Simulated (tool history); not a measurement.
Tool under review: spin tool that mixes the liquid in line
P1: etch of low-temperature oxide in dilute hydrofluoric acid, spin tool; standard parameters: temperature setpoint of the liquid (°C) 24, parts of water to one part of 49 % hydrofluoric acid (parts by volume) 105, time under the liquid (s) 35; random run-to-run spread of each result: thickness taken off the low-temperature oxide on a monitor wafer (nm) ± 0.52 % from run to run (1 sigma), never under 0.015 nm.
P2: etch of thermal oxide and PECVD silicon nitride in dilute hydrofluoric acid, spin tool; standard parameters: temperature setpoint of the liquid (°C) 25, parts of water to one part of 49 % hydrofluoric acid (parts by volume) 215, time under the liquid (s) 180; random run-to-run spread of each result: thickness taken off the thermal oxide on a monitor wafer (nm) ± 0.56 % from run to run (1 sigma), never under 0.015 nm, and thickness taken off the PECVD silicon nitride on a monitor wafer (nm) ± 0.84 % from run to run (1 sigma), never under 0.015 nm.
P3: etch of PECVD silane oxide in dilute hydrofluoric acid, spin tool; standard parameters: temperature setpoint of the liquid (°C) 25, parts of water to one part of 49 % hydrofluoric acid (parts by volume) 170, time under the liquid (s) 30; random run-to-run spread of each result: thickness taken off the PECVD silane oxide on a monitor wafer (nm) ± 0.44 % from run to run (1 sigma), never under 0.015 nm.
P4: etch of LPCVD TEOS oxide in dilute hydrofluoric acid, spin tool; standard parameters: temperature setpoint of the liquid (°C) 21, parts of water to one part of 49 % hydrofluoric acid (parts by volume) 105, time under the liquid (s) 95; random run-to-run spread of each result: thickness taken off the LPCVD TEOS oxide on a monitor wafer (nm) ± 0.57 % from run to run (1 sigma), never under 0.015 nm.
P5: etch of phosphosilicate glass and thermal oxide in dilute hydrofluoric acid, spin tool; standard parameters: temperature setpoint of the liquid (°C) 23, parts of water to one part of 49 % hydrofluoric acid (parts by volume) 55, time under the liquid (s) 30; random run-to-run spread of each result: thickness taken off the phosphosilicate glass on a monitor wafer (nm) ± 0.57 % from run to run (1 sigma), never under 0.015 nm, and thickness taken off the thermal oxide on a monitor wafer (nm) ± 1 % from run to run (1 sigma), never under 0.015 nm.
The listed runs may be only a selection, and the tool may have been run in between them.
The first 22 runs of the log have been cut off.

run,hour,process that ran,temperature setpoint of the liquid (°C),parts of water to one part of 49 % hydrofluoric acid (parts by volume),time under the liquid (s),thickness taken off the low-temperature oxide on a monitor wafer (nm),thickness taken off the phosphosilicate glass on a monitor wafer (nm),thickness taken off the thermal oxide on a monitor wafer (nm),thickness taken off the PECVD silane oxide on a monitor wafer (nm),thickness taken off the LPCVD TEOS oxide on a monitor wafer (nm),thickness taken off the PECVD silicon nitride on a monitor wafer (nm)
23,169.9,P5,23,55,55,,61.582,4.9629,,,
24,178,P2,21,215,180,,,3.2421,,,2.3667
25,186.7,P1,24,105,35,5.4911,,,,,
26,195.4,P4,21,45,95,,,,,33.804,
27,201.4,P1,24,105,35,5.5902,,,,,
28,208.3,P5,23,55,30,,33.419,2.6856,,,
29,216.8,P1,30,170,35,3.9797,,,,,
30,221.8,P1,24,45,35,13.931,,,,,
31,232.7,P2,25,215,95,,,2.0176,,,1.6758
32,238.1,P3,25,170,60,,,,14.204,,
33,245.6,P5,23,30,30,,63.285,5.0941,,,
34,252.8,P1,24,105,35,5.5722,,,,,
35,259.7,P1,24,105,35,5.4655,,,,,
36,270.3,P1,24,105,35,5.2814,,,,,
37,278.1,P1,24,105,35,5.2785,,,,,
38,286.2,P1,24,105,35,5.2407,,,,,
39,293.6,P1,24,105,35,5.2099,,,,,
40,302.6,P1,24,105,35,5.1651,,,,,

Forecast run 41:
41,311.4,P1,24,105,35,?,,,,,

{"run 41": {"thickness taken off the low-temperature oxide on a monitor wafer (nm)": 5.2056}}

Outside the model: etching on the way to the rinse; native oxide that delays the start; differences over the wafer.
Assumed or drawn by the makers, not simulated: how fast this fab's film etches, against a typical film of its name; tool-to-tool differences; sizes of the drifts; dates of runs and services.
